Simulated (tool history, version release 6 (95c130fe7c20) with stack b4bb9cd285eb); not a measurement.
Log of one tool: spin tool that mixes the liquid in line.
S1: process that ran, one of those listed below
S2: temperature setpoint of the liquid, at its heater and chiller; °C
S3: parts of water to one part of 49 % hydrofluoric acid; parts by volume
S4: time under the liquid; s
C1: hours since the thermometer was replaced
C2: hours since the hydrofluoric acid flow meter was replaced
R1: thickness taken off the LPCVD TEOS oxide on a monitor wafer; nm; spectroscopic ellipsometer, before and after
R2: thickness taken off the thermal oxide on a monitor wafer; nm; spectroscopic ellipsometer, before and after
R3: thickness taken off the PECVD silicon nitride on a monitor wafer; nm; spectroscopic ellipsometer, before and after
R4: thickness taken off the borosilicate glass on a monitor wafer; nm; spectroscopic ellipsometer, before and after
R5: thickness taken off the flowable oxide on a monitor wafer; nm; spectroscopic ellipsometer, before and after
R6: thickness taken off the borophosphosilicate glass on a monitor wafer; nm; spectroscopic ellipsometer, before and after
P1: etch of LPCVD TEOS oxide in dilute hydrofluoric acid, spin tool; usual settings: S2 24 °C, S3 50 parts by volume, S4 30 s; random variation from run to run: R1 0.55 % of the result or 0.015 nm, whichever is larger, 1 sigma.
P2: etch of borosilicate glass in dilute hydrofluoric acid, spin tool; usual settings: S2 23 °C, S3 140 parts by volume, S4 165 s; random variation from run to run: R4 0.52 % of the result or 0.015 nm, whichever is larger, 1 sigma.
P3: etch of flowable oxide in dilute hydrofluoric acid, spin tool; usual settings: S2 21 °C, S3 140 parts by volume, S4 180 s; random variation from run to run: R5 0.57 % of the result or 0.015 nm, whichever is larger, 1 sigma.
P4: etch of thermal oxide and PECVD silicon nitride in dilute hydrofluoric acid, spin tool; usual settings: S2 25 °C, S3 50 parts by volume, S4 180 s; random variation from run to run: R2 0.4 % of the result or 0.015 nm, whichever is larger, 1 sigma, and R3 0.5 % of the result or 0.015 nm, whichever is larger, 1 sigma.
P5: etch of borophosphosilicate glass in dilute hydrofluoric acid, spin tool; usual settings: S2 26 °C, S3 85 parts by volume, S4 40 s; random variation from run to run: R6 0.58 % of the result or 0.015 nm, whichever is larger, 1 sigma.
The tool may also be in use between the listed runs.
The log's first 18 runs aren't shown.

run	day	S1	S2	S3	S4	C1	C2	R1	R2	R3	R4	R5	R6
19	9.479	P1	24	20	30	55.2	1071.5	55.235					
20	10.112	P4	25	50	180	70.4	1086.7		19.383	6.4452			
21	10.75	P2	23	140	165	85.7	1102				47.521		
22	11.271	P3	21	140	180	98.2	1114.5					22.802	
23	11.583	P3	17	140	180	105.7	1122					19.33	
24	12.225	P1	24	90	30	121.1	1137.4	11.136					
25	12.579	P1	17.5	30	30	129.6	1145.9	27.403					
26	12.921	P5	26	85	40	137.8	1154.1						21.803
27	13.325	P4	25	50	85	147.5	1163.8		9.1277	3.0689			
28	13.75	P1	24	50	45	157.7	1174	31.579					
29	14.142	P1	24	50	30	167.1	1183.4	21.204					
30	14.45	P2	17	140	165	174.5	1190.8				36.992		
31	14.996	P5	21.5	85	40	187.6	1203.9						18.252
32	15.492	P3	21	140	75	199.5	1215.8					9.5414	
33	15.888	P2	23	60	165	209	1225.3				121.94		
34	16.333	P1	24	50	30	219.7	1236	20.945					
35	16.821	P1	24	50	30	231.4	1247.7	20.08					

Forecast run 36:
36	17.167	P1	24	50	30	239.7	1256	?					

{"run 36": {"R1": 19.95}}

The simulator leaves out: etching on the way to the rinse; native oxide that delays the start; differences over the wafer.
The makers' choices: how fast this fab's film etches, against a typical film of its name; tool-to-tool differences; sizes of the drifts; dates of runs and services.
